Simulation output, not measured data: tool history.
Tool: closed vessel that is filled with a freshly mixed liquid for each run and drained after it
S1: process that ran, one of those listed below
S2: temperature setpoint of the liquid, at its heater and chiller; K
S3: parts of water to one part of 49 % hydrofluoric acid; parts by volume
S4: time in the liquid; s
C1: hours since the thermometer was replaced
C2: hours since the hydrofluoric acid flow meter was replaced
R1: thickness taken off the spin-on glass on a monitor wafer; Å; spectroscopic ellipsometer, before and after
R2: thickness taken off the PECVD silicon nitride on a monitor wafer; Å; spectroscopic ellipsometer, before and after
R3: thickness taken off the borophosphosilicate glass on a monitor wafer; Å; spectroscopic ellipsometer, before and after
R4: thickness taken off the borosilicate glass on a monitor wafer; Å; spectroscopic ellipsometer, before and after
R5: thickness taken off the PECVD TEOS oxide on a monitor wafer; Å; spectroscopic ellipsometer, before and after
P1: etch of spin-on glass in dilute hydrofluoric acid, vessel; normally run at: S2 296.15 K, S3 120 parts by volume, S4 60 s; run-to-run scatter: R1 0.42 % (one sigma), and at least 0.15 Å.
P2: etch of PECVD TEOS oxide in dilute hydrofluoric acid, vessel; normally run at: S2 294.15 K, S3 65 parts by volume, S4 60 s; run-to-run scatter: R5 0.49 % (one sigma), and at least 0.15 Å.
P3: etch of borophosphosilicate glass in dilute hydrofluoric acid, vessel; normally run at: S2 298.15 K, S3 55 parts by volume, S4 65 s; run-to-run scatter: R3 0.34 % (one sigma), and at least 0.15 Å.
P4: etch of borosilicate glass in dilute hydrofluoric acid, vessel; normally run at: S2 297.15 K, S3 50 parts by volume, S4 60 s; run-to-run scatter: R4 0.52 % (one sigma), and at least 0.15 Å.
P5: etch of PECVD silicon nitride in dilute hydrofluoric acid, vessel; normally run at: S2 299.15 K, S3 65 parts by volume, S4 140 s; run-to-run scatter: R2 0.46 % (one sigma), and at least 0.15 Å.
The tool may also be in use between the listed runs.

Run 1, hour 6.7: S1 P1, S2 296.15 K, S3 120 parts by volume, S4 60 s; C1 300.7; C2 392. Result: R1 156.49 Å.
Run 2, hour 10.5: S1 P5, S2 299.15 K, S3 90 parts by volume, S4 140 s; C1 304.5; C2 395.8. Result: R2 30.689 Å.
Run 3, hour 14.3: S1 P3, S2 298.15 K, S3 55 parts by volume, S4 30 s; C1 308.3; C2 399.6. Result: R3 255.06 Å.
Run 4, hour 18.1: S1 P4, S2 297.15 K, S3 50 parts by volume, S4 60 s; C1 312.1; C2 403.4. Result: R4 338.63 Å.
Run 5, hour 22.3: S1 P2, S2 294.15 K, S3 115 parts by volume, S4 60 s; C1 316.3; C2 407.6. Result: R5 75.359 Å.
Run 6, hour 29.8: S1 P5, S2 299.15 K, S3 65 parts by volume, S4 140 s; C1 323.8; C2 415.1. Result: R2 42.296 Å.
Run 7, hour 35.4: S1 P1, S2 296.15 K, S3 120 parts by volume, S4 30 s; C1 329.4; C2 420.7. Result: R1 79.153 Å.
Run 8, hour 42.6: S1 P3, S2 298.15 K, S3 80 parts by volume, S4 65 s; C1 336.6; C2 427.9. Result: R3 367.23 Å.
Run 9, hour 49.4: S1 P1, S2 296.15 K, S3 215 parts by volume, S4 30 s; C1 343.4; C2 434.7. Result: R1 39.683 Å.
Run 10, hour 55.4: S1 P1, S2 291.15 K, S3 120 parts by volume, S4 60 s; C1 349.4; C2 440.7. Result: R1 128.1 Å.
Run 11, hour 59.3: S1 P1, S2 296.15 K, S3 175 parts by volume, S4 60 s; C1 353.3; C2 444.6. Result: R1 100.61 Å.
Run 12, hour 66.6: S1 P1, S2 296.15 K, S3 120 parts by volume, S4 60 s; C1 360.6; C2 451.9. Result: R1 157.8 Å.
Run 13, hour 72: S1 P2, S2 294.15 K, S3 65 parts by volume, S4 60 s; C1 366; C2 457.3. Result: R5 140.66 Å.
Run 14, hour 76.6: S1 P2, S2 294.15 K, S3 65 parts by volume, S4 35 s; C1 370.6; C2 461.9. Result: R5 81.797 Å.
Run 15, hour 84.2: S1 P3, S2 298.15 K, S3 55 parts by volume, S4 65 s; C1 378.2; C2 469.5. Result: R3 552.91 Å.
Run 16, hour 90.5: S1 P3, S2 298.15 K, S3 55 parts by volume, S4 65 s; C1 384.5; C2 475.8. Result: R3 553.33 Å.
Run 17, hour 96.4: S1 P1, S2 300.65 K, S3 120 parts by volume, S4 60 s; C1 390.4; C2 481.7. Result: R1 187.04 Å.
Run 18, hour 102.7: S1 P4, S2 297.15 K, S3 20 parts by volume, S4 60 s; C1 396.7; C2 488. Result: R4 878.41 Å.
Run 19, hour 107.4: S1 P5, S2 299.15 K, S3 65 parts by volume, S4 275 s; C1 401.4; C2 492.7. Result: R2 83.41 Å.
Run 20, hour 111.5: S1 P1, S2 296.15 K, S3 120 parts by volume, S4 60 s; C1 405.5; C2 496.8. Result: R1 156.58 Å.
Run 21, hour 117.4: S1 P3, S2 306.65 K, S3 55 parts by volume, S4 65 s; C1 411.4; C2 502.7. Result: R3 770.28 Å.
Run 22, hour 121.9: S1 P4, S2 297.15 K, S3 50 parts by volume, S4 60 s; C1 415.9; C2 507.2. Result: R4 338.27 Å.
Run 23, hour 125.8: S1 P2, S2 302.15 K, S3 65 parts by volume, S4 60 s; C1 419.8; C2 511.1. Result: R5 194.86 Å.
Run 24, hour 133.3: S1 P1, S2 291.15 K, S3 120 parts by volume, S4 30 s; C1 427.3; C2 518.6. Result: R1 64.5 Å.
Run 25, hour 138.4: S1 P5, S2 306.65 K, S3 65 parts by volume, S4 140 s; C1 432.4; C2 523.7. Result: R2 68.563 Å.
Run 26, hour 141.9: S1 P4, S2 297.15 K, S3 50 parts by volume, S4 100 s; C1 435.9; C2 527.2. Result: R4 563.99 Å.
Run 27, hour 145.7: S1 P1, S2 296.15 K, S3 120 parts by volume, S4 110 s; C1 439.7; C2 531. Result: R1 286.57 Å.
Run 28, hour 150: S1 P4, S2 305.15 K, S3 50 parts by volume, S4 60 s; C1 444; C2 535.3. Result: R4 465.9 Å.
Run 29, hour 154.9: S1 P1, S2 296.15 K, S3 25 parts by volume, S4 60 s; C1 448.9; C2 540.2. Result: R1 851.67 Å.
Run 30, hour 161.9: S1 P5, S2 299.15 K, S3 65 parts by volume, S4 140 s; C1 455.9; C2 547.2. Result: R2 42.686 Å.
Run 31, hour 169.6: S1 P1, S2 296.15 K, S3 120 parts by volume, S4 60 s; C1 463.6; C2 554.9. Result: R1 156.45 Å.
Run 32, hour 175.5: S1 P1, S2 296.15 K, S3 120 parts by volume, S4 60 s; C1 469.5; C2 560.8. Result: R1 156.98 Å.
Run 33, hour 179.2: S1 P1, S2 296.15 K, S3 120 parts by volume, S4 60 s; C1 473.2; C2 564.5. Result: R1 154.63 Å.
Run 34, hour 183.7: S1 P1, S2 296.15 K, S3 120 parts by volume, S4 60 s; C1 477.7; C2 569. Result: R1 152.36 Å.
Run 35, hour 187.4: S1 P1, S2 296.15 K, S3 120 parts by volume, S4 60 s; C1 481.4; C2 572.7. Result: R1 150.56 Å.
Run 36, hour 195.1: S1 P1, S2 296.15 K, S3 120 parts by volume, S4 60 s; C1 489.1; C2 580.4. Result: R1 149.93 Å.
Run 37, hour 201.5: S1 P1, S2 296.15 K, S3 120 parts by volume, S4 60 s; C1 495.5; C2 586.8. Result: R1 148.52 Å.
Run 38, hour 206.3: S1 P1, S2 296.15 K, S3 120 parts by volume, S4 60 s; C1 500.3; C2 591.6. Result: R1 146.53 Å.
Run 39, hour 213.5: S1 P1, S2 296.15 K, S3 120 parts by volume, S4 60 s; C1 507.5; C2 598.8. Result: R1 148.01 Å.
Run 40, hour 217.9: S1 P1, S2 296.15 K, S3 120 parts by volume, S4 60 s; C1 511.9; C2 603.2. Result: R1 147.72 Å.
Run 41, hour 222: S1 P1, S2 296.15 K, S3 120 parts by volume, S4 60 s; C1 516; C2 607.3. Result: R1 147.09 Å.
Run 42, hour 226.7: S1 P1, S2 296.15 K, S3 120 parts by volume, S4 60 s; C1 520.7; C2 612. Result: R1 146.65 Å.

What P1 gives has crept away from where it was. These 2 causes fit the log equally well, each at the size given:
A: hydrofluoric acid flow below the setpoint (%) = 5.4
B: liquid colder than its thermometer reads (K) = 1.6
The creep began at about hour 175.5.

4 check runs are offered, one wafer each, their results left as question marks. Which one tells the causes apart?
Run check 1, hour 231.4: S1 P4, S2 305.15 K, S3 25 parts by volume, S4 60 s. Result: R4 ?.
Run check 2, hour 231.4: S1 P5, S2 304.15 K, S3 65 parts by volume, S4 275 s. Result: R2 ?.
Run check 3, hour 231.4: S1 P2, S2 298.15 K, S3 110 parts by volume, S4 60 s. Result: R5 ?.
Run check 4, hour 231.4: S1 P3, S2 305.15 K, S3 55 parts by volume, S4 65 s. Result: R3 ?.

What each check would give under each cause:
  check  result    if A    if B
check 1      R4   916.8   911.5
check 2      R2  109.11  104.13
check 3      R5  86.771   86.81
check 4      R3   685.8  684.88
How far apart the two closest causes lie, in the result that separates them most: check 1 0.58 %; check 2 4.67 %; check 3 0.05 %; check 4 0.13 %
Check 2 tells the causes apart: in the others they would give nearly the same result.

Check 2 was then run and gave: R2 104.66 Å. Which cause is it?

It is B: liquid colder than its thermometer reads (K).
